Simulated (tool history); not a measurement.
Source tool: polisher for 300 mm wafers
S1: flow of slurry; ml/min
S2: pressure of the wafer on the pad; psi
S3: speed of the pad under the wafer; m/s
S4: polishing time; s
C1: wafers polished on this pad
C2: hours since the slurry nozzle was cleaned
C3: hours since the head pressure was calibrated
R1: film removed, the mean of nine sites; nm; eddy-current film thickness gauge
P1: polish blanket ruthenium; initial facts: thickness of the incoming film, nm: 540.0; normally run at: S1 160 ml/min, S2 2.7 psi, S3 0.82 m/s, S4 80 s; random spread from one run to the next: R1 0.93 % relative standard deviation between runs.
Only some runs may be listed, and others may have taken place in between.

| run | hour | S1 | S2 | S3 | S4 | C1 | C2 | C3 | R1 |
|---|---|---|---|---|---|---|---|---|---|
| 1 | 5.2 | 160 | 2.7 | 0.82 | 80 | 592 | 156.8 | 311.1 | 90.563 |
| 2 | 8.9 | 160 | 3.9 | 0.82 | 124 | 623 | 160.5 | 314.8 | 204.41 |
|  | 9.4 | head pressure recalibrated |
| 3 | 11.9 | 160 | 2.7 | 0.82 | 80 | 648 | 163.5 | 2.5 | 89.82 |
| 4 | 16 | 160 | 1.4 | 0.82 | 80 | 682 | 167.6 | 6.6 | 45.747 |
| 5 | 19.7 | 95 | 2.7 | 0.82 | 80 | 712 | 171.3 | 10.3 | 80.102 |
| 6 | 24.9 | 160 | 2.7 | 1.24 | 80 | 756 | 176.5 | 15.5 | 136.07 |
| 7 | 29.5 | 160 | 2.7 | 0.82 | 80 | 794 | 181.1 | 20.1 | 89.883 |
| 8 | 35.3 | 160 | 2.7 | 0.82 | 80 | 842 | 186.9 | 25.9 | 89.514 |
| 9 | 39.9 | 160 | 4.1 | 0.82 | 80 | 880 | 191.5 | 30.5 | 137.92 |
| 10 | 42.9 | 235 | 2.7 | 0.54 | 80 | 905 | 194.5 | 33.5 | 62.207 |
| 11 | 48.2 | 160 | 2.7 | 0.82 | 80 | 949 | 199.8 | 38.8 | 91.309 |
| 12 | 53.7 | 250 | 2.7 | 0.82 | 80 | 995 | 205.3 | 44.3 | 97.018 |
| 13 | 57.2 | 95 | 2.7 | 1.22 | 80 | 1024 | 208.8 | 47.8 | 122.66 |
| 14 | 62.4 | 160 | 2.7 | 0.82 | 53 | 1067 | 214 | 53 | 59.955 |
| 15 | 67.4 | 160 | 2.7 | 0.82 | 111 | 1109 | 219 | 58 | 124.27 |
| 16 | 71.5 | 160 | 2.7 | 0.52 | 80 | 1143 | 223.1 | 62.1 | 56.357 |
| 17 | 77.8 | 160 | 2.7 | 0.82 | 80 | 1195 | 229.4 | 68.4 | 88.872 |
| 18 | 84.1 | 160 | 2.7 | 0.82 | 80 | 1247 | 235.7 | 74.7 | 89.24 |
| 19 | 87.4 | 160 | 2.7 | 0.82 | 80 | 1275 | 239 | 78 | 88.288 |
| 20 | 92.3 | 160 | 2.7 | 0.82 | 80 | 1315 | 243.9 | 82.9 | 84.15 |
| 21 | 96.9 | 160 | 2.7 | 0.82 | 80 | 1354 | 248.5 | 87.5 | 86.11 |
|  | 99.3 | head pressure recalibrated |
| 22 | 103.7 | 160 | 2.7 | 0.82 | 80 | 1410 | 255.3 | 4.5 | 85.313 |
| 23 | 109.1 | 160 | 2.7 | 0.82 | 80 | 1455 | 260.7 | 9.9 | 84.105 |
| 24 | 115.8 | 160 | 2.7 | 0.82 | 80 | 1511 | 267.4 | 16.6 | 84.433 |
| 25 | 119.1 | 160 | 2.7 | 0.82 | 80 | 1538 | 270.7 | 19.9 | 84.75 |

Something has made what P1 gives creep away from where it was; the 2 causes below, each at its own stated size, fit the log equally well:
A: slurry flow missing at the pad, % = 29.4
B: removal rate lost through wear of the pad, % = 6.42
The creep began at about hour 77.8.
Why every other cause is out:
head's pressure below its setpoint, %: serviced at hour 99.3, after the drift had started, without restoring the earlier output

Which of the check runs below tells the causes apart, meaning the causes would give it clearly different results? Each run uses 3 wafers whose results are averaged, and each result is shown as a question mark.
| check 1 | 122.4 | 160 | 1.8 | 1.14 | 80 |  |  |  | ? |
| check 2 | 122.4 | 95 | 2.7 | 0.82 | 80 |  |  |  | ? |
| check 3 | 122.4 | 160 | 4 | 0.82 | 60 |  |  |  | ? |
| check 4 | 122.4 | 160 | 3.9 | 0.82 | 80 |  |  |  | ? |

What each check would give under each cause:
| check | result | if A | if B |
|---|---|---|---|
| check 1 | R1 | 78.213 | 78.2 |
| check 2 | R1 | 72.891 | 75.759 |
| check 3 | R1 | 93.764 | 93.748 |
| check 4 | R1 | 121.89 | 121.87 |
Gap, in per cent, between the two causes that each check separates least, read from the result that separates them most: check 1 0.02 %; check 2 3.86 %; check 3 0.02 %; check 4 0.02 %
The other checks would show nearly matching results whichever cause is true, so check 2 is the only one that separates the causes.

Check 2 was then run and gave: R1 72.215 nm. Which cause is it?

It is A: slurry flow missing at the pad, %.

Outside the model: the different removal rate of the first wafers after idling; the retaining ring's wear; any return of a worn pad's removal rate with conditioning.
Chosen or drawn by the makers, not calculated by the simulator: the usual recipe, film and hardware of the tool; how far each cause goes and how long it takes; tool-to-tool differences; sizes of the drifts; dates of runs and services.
